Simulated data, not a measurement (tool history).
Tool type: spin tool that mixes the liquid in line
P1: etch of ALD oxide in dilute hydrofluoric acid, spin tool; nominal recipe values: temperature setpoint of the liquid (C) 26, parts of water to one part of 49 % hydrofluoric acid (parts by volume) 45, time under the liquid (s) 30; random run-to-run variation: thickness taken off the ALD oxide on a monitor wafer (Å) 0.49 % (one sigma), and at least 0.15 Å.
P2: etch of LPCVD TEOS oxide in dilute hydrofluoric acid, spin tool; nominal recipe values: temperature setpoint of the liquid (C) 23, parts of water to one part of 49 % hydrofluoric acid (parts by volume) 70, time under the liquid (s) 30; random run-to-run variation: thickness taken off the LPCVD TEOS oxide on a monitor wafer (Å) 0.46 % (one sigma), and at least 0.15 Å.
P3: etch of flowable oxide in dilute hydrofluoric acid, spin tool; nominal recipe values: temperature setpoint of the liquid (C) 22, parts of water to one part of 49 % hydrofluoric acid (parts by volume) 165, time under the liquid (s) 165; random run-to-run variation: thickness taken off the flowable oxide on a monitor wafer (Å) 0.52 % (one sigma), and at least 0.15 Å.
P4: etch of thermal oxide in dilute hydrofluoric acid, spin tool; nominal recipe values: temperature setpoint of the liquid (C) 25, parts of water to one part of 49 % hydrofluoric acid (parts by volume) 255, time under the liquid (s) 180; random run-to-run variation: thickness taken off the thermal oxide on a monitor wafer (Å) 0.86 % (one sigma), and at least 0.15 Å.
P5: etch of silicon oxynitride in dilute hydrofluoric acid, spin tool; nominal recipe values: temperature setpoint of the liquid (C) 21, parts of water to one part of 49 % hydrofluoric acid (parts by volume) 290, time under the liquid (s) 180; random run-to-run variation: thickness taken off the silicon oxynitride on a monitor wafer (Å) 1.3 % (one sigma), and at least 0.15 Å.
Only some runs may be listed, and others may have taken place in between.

run	day	process that ran	temperature setpoint of the liquid (C)	parts of water to one part of 49 % hydrofluoric acid (parts by volume)	time under the liquid (s)	thickness taken off the ALD oxide on a monitor wafer (Å)	thickness taken off the thermal oxide on a monitor wafer (Å)	thickness taken off the silicon oxynitride on a monitor wafer (Å)	thickness taken off the LPCVD TEOS oxide on a monitor wafer (Å)	thickness taken off the flowable oxide on a monitor wafer (Å)
1	0.65	P1	26	45	30	221.41				
2	1.088	P1	32.5	45	30	287.04				
3	1.479	P4	25	255	180		29.091			
4	2.104	P1	26	45	30	223.07				
5	2.492	P1	26	70	30	137.4				
6	3.108	P5	21	465	180			10.432		
7	3.462	P2	23	25	30				710.84	
8	3.938	P5	21	290	355			36.611		
9	4.5	P1	26	45	45	334.64				
10	5.129	P1	20.5	20	30	412.02				
11	5.621	P2	23	70	50				398.49	
12	6.017	P2	23	70	30				240.25	
13	6.417	P3	28	165	165					308.26
14	6.725	P1	19.5	45	30	168.79				
15	7.338	P3	22	50	165					919.67
16	7.867	P2	23	70	30				237.49	
17	8.517	P3	22	165	20					29.866
18	8.817	P4	32.5	255	180		37.396			
19	9.225	P4	25	255	35		5.7992			
20	9.629	P1	26	20	30	517.86				
21	10.317	P5	21	290	180			18.72		
22	10.967	P2	27.5	70	30				285.61	
23	11.521	P1	29.5	20	30	596.98				
24	12.112	P1	26	45	15	110.68				
25	12.746	P1	26	45	30	223.13				
26	13.279	P1	26	45	30	220.21				
27	13.638	P5	26.5	290	180			23.17		
28	14.054	P4	25	405	180		15.618			
29	14.683	P3	22	165	165					245.24
30	15.212	P4	25	255	180		28.992			
31	15.692	P1	26	45	30	224.05				
32	16.088	P1	26	45	30	230.46				
33	16.608	P1	26	45	30	233.94				
34	17.142	P1	26	45	30	237.19				
35	17.588	P1	26	45	30	241.06				
36	18.167	P1	26	45	30	239.53				
37	18.488	P1	26	45	30	239.45				
38	19.05	P1	26	45	30	241.91				
39	19.383	P1	26	45	30	244.67				

Compared with where it was, what P1 gives has crept away. Each cause listed below fits the log as well as the rest, at the size given for it:
A: hydrofluoric acid flow above the setpoint (%) = 8.21
B: liquid hotter than its thermometer reads (K) = 2.08
The process output started creeping at around day 15.692.

Which of the 4 check runs listed below, each an average over 5 wafers with its results shown as question marks, gives clearly different results under the different listed causes?
check 1	19.717	P4	32	255	180		?			
check 2	19.717	P2	23	30	30				?	
check 3	19.717	P3	22	60	35					?
check 4	19.717	P5	26	290	345			?		

How each check would come out, cause by cause:
check	result	if A	if B
check 1	thickness taken off the thermal oxide on a monitor wafer (Å)	40.684	39.252
check 2	thickness taken off the LPCVD TEOS oxide on a monitor wafer (Å)	637.65	640.83
check 3	thickness taken off the flowable oxide on a monitor wafer (Å)	175.4	175.58
check 4	thickness taken off the silicon oxynitride on a monitor wafer (Å)	48.928	48.462
Distance between the nearest two causes, measured in the result of the check that separates them most: check 1 3.58 %; check 2 0.5 %; check 3 0.1 %; check 4 0.96 %
The other checks would show nearly matching results whichever cause is true, so check 1 is the only one that separates the causes.

The results of check 1 are: thickness taken off the thermal oxide on a monitor wafer (Å) 39.132. Based on these, which of the listed causes is it?

It was cause B: liquid hotter than its thermometer reads (K).
